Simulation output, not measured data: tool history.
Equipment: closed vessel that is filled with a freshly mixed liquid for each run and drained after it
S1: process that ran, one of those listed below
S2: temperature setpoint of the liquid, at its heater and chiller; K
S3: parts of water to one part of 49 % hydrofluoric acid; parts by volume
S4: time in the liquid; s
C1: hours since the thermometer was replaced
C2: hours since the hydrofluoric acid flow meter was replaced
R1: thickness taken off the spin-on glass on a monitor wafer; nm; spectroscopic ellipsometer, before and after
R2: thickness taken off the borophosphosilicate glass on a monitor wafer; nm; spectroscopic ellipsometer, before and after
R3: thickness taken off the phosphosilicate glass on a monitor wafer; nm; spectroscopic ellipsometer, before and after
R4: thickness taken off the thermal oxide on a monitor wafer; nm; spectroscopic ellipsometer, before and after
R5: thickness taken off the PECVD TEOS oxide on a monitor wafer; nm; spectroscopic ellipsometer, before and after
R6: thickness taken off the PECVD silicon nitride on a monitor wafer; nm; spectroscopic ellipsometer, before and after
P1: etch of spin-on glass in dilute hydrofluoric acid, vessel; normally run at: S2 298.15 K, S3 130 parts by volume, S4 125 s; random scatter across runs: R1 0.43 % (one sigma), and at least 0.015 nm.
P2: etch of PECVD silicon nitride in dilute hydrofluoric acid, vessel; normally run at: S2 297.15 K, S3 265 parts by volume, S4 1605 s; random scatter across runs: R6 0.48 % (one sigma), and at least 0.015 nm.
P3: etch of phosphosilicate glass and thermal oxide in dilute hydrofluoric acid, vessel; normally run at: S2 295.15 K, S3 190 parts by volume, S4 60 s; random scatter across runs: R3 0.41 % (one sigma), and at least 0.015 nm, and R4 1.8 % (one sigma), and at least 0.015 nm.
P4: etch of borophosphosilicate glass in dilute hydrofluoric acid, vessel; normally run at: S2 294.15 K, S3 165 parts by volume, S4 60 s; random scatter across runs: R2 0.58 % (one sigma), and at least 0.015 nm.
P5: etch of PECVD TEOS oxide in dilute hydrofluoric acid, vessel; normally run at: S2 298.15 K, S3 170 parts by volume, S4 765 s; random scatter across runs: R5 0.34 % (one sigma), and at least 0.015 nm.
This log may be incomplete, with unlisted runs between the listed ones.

run 1 hour=3.2 | S1=P1 S2=298.15 S3=130 S4=125 | C1=561.9 C2=1182.4 | R1=33.038
run 2 hour=6.7 | S1=P4 S2=290.15 S3=165 S4=60 | C1=565.4 C2=1185.9 | R2=15.402
run 3 hour=10.9 | S1=P3 S2=290.15 S3=190 S4=60 | C1=569.6 C2=1190.1 | R3=18.646 R4=0.9852
run 4 hour=14.8 | S1=P1 S2=298.15 S3=130 S4=125 | C1=573.5 C2=1194 | R1=32.848
run 5 hour=17.3 | S1=P3 S2=295.15 S3=190 S4=30 | C1=576 C2=1196.5 | R3=11.415 R4=0.59314
run 6 hour=22.1 | S1=P5 S2=298.15 S3=170 S4=335 | C1=580.8 C2=1201.3 | R5=20.729
run 7 hour=26.2 | S1=P1 S2=302.15 S3=130 S4=125 | C1=584.9 C2=1205.4 | R1=38.746
run 8 hour=31.3 | S1=P3 S2=295.15 S3=190 S4=60 | C1=590 C2=1210.5 | R3=22.922 R4=1.18
run 9 hour=35 | S1=P2 S2=297.15 S3=440 S4=1605 | C1=593.7 C2=1214.2 | R6=20.865
run 10 hour=39.4 | S1=P4 S2=294.15 S3=55 S4=60 | C1=598.1 C2=1218.6 | R2=61.398
run 11 hour=43.7 | S1=P5 S2=298.15 S3=280 S4=765 | C1=602.4 C2=1222.9 | R5=25.6
run 12 hour=46.6 | S1=P2 S2=297.15 S3=265 S4=1605 | C1=605.3 C2=1225.8 | R6=34.268
run 13 hour=50.6 | S1=P1 S2=298.15 S3=130 S4=125 | C1=609.3 C2=1229.8 | R1=33.106
run 14 hour=55.5 | S1=P1 S2=298.15 S3=130 S4=40 | C1=614.2 C2=1234.7 | R1=10.621
run 15 hour=58.5 | S1=P1 S2=298.15 S3=130 S4=125 | C1=617.2 C2=1237.7 | R1=32.937
run 16 hour=62.7 | S1=P1 S2=298.15 S3=45 S4=70 | C1=621.4 C2=1241.9 | R1=59.485
run 17 hour=66.3 | S1=P4 S2=294.15 S3=165 S4=95 | C1=625 C2=1245.5 | R2=28.68
run 18 hour=71.6 | S1=P1 S2=291.65 S3=130 S4=65 | C1=630.3 C2=1250.8 | R1=13.152
run 19 hour=74.6 | S1=P5 S2=298.15 S3=170 S4=765 | C1=633.3 C2=1253.8 | R5=47.226
run 20 hour=78.2 | S1=P1 S2=298.15 S3=130 S4=125 | C1=636.9 C2=1257.4 | R1=32.948
run 21 hour=82.4 | S1=P5 S2=292.15 S3=170 S4=765 | C1=641.1 C2=1261.6 | R5=37.509
run 22 hour=86.1 | S1=P1 S2=298.15 S3=40 S4=125 | C1=644.8 C2=1265.3 | R1=121.25
run 23 hour=90.8 | S1=P3 S2=295.15 S3=90 S4=60 | C1=649.5 C2=1270 | R3=53.841 R4=2.8191
run 24 hour=96.1 | S1=P4 S2=294.15 S3=165 S4=60 | C1=654.8 C2=1275.3 | R2=17.841
run 25 hour=99 | S1=P1 S2=298.15 S3=130 S4=250 | C1=657.7 C2=1278.2 | R1=65.906
run 26 hour=101.3 | S1=P2 S2=297.15 S3=265 S4=3195 | C1=660 C2=1280.5 | R6=68.274
run 27 hour=104.4 | S1=P4 S2=294.15 S3=165 S4=60 | C1=663.1 C2=1283.6 | R2=18.139
run 28 hour=107.1 | S1=P2 S2=301.65 S3=265 S4=1605 | C1=665.8 C2=1286.3 | R6=45.181
run 29 hour=112.3 | S1=P1 S2=298.15 S3=70 S4=45 | C1=671 C2=1291.5 | R1=23.909
run 30 hour=117.1 | S1=P1 S2=292.15 S3=130 S4=125 | C1=675.8 C2=1296.3 | R1=25.787
run 31 hour=119.4 | S1=P1 S2=298.15 S3=180 S4=125 | C1=678.1 C2=1298.6 | R1=22.441
run 32 hour=121.8 | S1=P2 S2=297.15 S3=265 S4=1605 | C1=680.5 C2=1301 | R6=34.422
run 33 hour=126.8 | S1=P1 S2=298.15 S3=130 S4=125 | C1=685.5 C2=1306 | R1=32.735
run 34 hour=130.9 | S1=P1 S2=298.15 S3=130 S4=125 | C1=689.6 C2=1310.1 | R1=33.044
run 35 hour=133.6 | S1=P1 S2=298.15 S3=130 S4=125 | C1=692.3 C2=1312.8 | R1=32.018
run 36 hour=136.6 | S1=P1 S2=298.15 S3=130 S4=125 | C1=695.3 C2=1315.8 | R1=31.262
run 37 hour=141.1 | S1=P1 S2=298.15 S3=130 S4=125 | C1=699.8 C2=1320.3 | R1=30.676
run 38 hour=143.9 | S1=P1 S2=298.15 S3=130 S4=125 | C1=702.6 C2=1323.1 | R1=30.168
run 39 hour=147 | S1=P1 S2=298.15 S3=130 S4=125 | C1=705.7 C2=1326.2 | R1=30.289
run 40 hour=151.7 | S1=P1 S2=298.15 S3=130 S4=125 | C1=710.4 C2=1330.9 | R1=30.061
run 41 hour=155.4 | S1=P1 S2=298.15 S3=130 S4=125 | C1=714.1 C2=1334.6 | R1=30.023

What P1 gives has crept away from where it was. These 2 causes fit the log equally well, each at the size given:
A: liquid colder than its thermometer reads (K) = 2.32
B: hydrofluoric acid flow below the setpoint (%) = 7.44
The onset of the drift is placed at about hour 130.9.

Of the 4 check runs listed below, each run on one wafer and each result written as a question mark, which would let you distinguish the listed causes because they would give clearly different results?
run check 1 hour=159.1 | S1=P5 S2=292.15 S3=170 S4=765 | R5=?
run check 2 hour=159.1 | S1=P2 S2=297.15 S3=430 S4=2520 | R6=?
run check 3 hour=159.1 | S1=P4 S2=290.15 S3=95 S4=60 | R2=?
run check 4 hour=159.1 | S1=P3 S2=290.15 S3=190 S4=30 | R3=? R4=?

Check results expected under each cause:
check=check_1 result=R5 if_A=34.247 if_B=34.333
check=check_2 result=R6 if_A=29.12 if_B=30.956
check=check_3 result=R2 if_A=25.99 if_B=26.353
check=check_4 result=R3 if_A=8.5618 if_B=8.5862
check=check_4 result=R4 if_A=0.44358 if_B=0.44485
Smallest distance between any two causes, each pair judged by its most separating result, in per cent: check 1 0.25 %; check 2 6.11 %; check 3 1.39 %; check 4 0.29 %
Check 2 distinguishes between the causes, while the remaining checks would return nearly the same result for all of them.

Check 2 has now been run. It gave: R6 29.299 nm. Which of the candidate causes is it?

It was cause A: liquid colder than its thermometer reads (K).
